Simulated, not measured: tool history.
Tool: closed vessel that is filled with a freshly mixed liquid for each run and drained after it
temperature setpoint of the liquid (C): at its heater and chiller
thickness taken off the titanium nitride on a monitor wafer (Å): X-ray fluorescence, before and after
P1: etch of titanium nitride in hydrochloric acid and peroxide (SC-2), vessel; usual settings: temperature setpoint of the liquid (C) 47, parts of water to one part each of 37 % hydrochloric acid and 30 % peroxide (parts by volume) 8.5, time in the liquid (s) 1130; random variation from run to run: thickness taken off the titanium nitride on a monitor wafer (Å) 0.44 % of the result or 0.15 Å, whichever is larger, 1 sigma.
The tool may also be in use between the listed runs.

run   hour  temperature setpoint of the liquid (C)  parts of water to one part each of 37 % hydrochloric acid and 30 % peroxide (parts by volume)  time in the liquid (s)  hours since the thermometer was replaced  hours since the chemicals flow meter was replaced  hours since the drum of peroxide was connected  thickness taken off the titanium nitride on a monitor wafer (Å)
  1    3.3                                      47                                                                                            8.5                    1130                                     743.2                                              654.8                                           681.2                                                           205.61
  2    6.5                                      47                                                                                            8.5                    1130                                     746.4                                                658                                           684.4                                                           207.18
  3   10.4                                      61                                                                                            8.5                    1130                                     750.3                                              661.9                                           688.3                                                           508.87
  4   15.4                                      47                                                                                              4                    1735                                     755.3                                              666.9                                           693.3                                                           552.22
      19.4  -- chemicals flow meter replaced
  5   20.8                                      35                                                                                            8.5                    1130                                     760.7                                                1.4                                           698.7                                                           88.193
  6   27.3                                      47                                                                                           13.5                    1130                                     767.2                                                7.9                                           705.2                                                           139.65
      31.3  -- new drum of peroxide connected
  7   32.5                                      47                                                                                              4                    1130                                     772.4                                               13.1                                             1.3                                                           360.65
  8   37.2                                      47                                                                                            8.5                    1130                                     777.1                                               17.8                                               6                                                           206.15
  9   42.8                                      47                                                                                              4                     395                                     782.7                                               23.4                                            11.6                                                           126.02
 10   46.5                                      47                                                                                            8.5                     175                                     786.4                                               27.1                                            15.3                                                           32.048
 11   49.7                                      47                                                                                            8.5                    1130                                     789.6                                               30.3                                            18.5                                                           205.69
 12     56                                      47                                                                                            8.5                    1130                                     795.9                                               36.6                                            24.8                                                           206.45
 13   60.6                                      47                                                                                            8.5                    1130                                     800.5                                               41.2                                            29.4                                                           207.43
 14   65.6                                      47                                                                                            8.5                    1665                                     805.5                                               46.2                                            34.4                                                           301.29
 15   69.5                                      35                                                                                            8.5                    1570                                     809.4                                               50.1                                            38.3                                                           122.59
 16   74.2                                      47                                                                                            8.5                    1130                                     814.1                                               54.8                                              43                                                           205.48
 17   79.5                                      47                                                                                            8.5                    1130                                     819.4                                               60.1                                            48.3                                                           210.85
 18   83.5                                      47                                                                                            8.5                    1130                                     823.4                                               64.1                                            52.3                                                           215.83
 19   89.2                                      47                                                                                            8.5                    1130                                     829.1                                               69.8                                              58                                                           216.21
 20   94.1                                      47                                                                                            8.5                    1130                                       834                                               74.7                                            62.9                                                           219.41
 21  100.8                                      47                                                                                            8.5                    1130                                     840.7                                               81.4                                            69.6                                                           220.48
 22    105                                      47                                                                                            8.5                    1130                                     844.9                                               85.6                                            73.8                                                           222.11
 23  110.4                                      47                                                                                            8.5                    1130                                     850.3                                                 91                                            79.2                                                           222.13
 24  116.6                                      47                                                                                            8.5                    1130                                     856.5                                               97.2                                            85.4                                                           221.16
 25  119.5                                      47                                                                                            8.5                    1130                                     859.4                                              100.1                                            88.3                                                           223.39
 26  125.6                                      47                                                                                            8.5                    1130                                     865.5                                              106.2                                            94.4                                                           223.64
 27  131.9                                      47                                                                                            8.5                    1130                                     871.8                                              112.5                                           100.7                                                           224.68

What P1 gives has crept away from where it was. These 2 causes fit the log equally well, each at the size given:
A: chemicals flow above the setpoint (%) = 10.4
B: liquid hotter than its thermometer reads (K) = 1.18
Creep in the process output first set in at about hour 74.2.
Each remaining cause and why it is not a fit:
peroxide weaker than its label (%): capped at 8; at that size thickness taken off the titanium nitride on a monitor wafer (Å) would change by -7.3 %, too little to explain the creep or opposite to it

The 4 check runs listed below each average the results of 3 wafers, and their outcomes are marked with question marks. Under which run would the listed causes produce clearly different results?
check 1  138.2                                      56                                                                                            8.5                    1130                                                                                                                                                                                                             ?
check 2  138.2                                      35                                                                                              4                    1130                                                                                                                                                                                                             ?
check 3  138.2                                      47                                                                                             11                    1130                                                                                                                                                                                                             ?
check 4  138.2                                      58                                                                                            8.5                    1130                                                                                                                                                                                                             ?

Check results expected under each cause:
  check                                                           result    if A    if B
check 1  thickness taken off the titanium nitride on a monitor wafer (Å)  404.22  402.69
check 2  thickness taken off the titanium nitride on a monitor wafer (Å)  164.93  168.48
check 3  thickness taken off the titanium nitride on a monitor wafer (Å)   180.8  180.23
check 4  thickness taken off the titanium nitride on a monitor wafer (Å)   459.3  457.15
Distance between the nearest two causes, measured in the result of the check that separates them most: check 1 0.38 %; check 2 2.13 %; check 3 0.32 %; check 4 0.47 %
Check 2 distinguishes between the causes, while the remaining checks would return nearly the same result for all of them.

Check 2 was then run and gave: thickness taken off the titanium nitride on a monitor wafer (Å) 168.33. Which cause is it?

The cause is B: liquid hotter than its thermometer reads (K).

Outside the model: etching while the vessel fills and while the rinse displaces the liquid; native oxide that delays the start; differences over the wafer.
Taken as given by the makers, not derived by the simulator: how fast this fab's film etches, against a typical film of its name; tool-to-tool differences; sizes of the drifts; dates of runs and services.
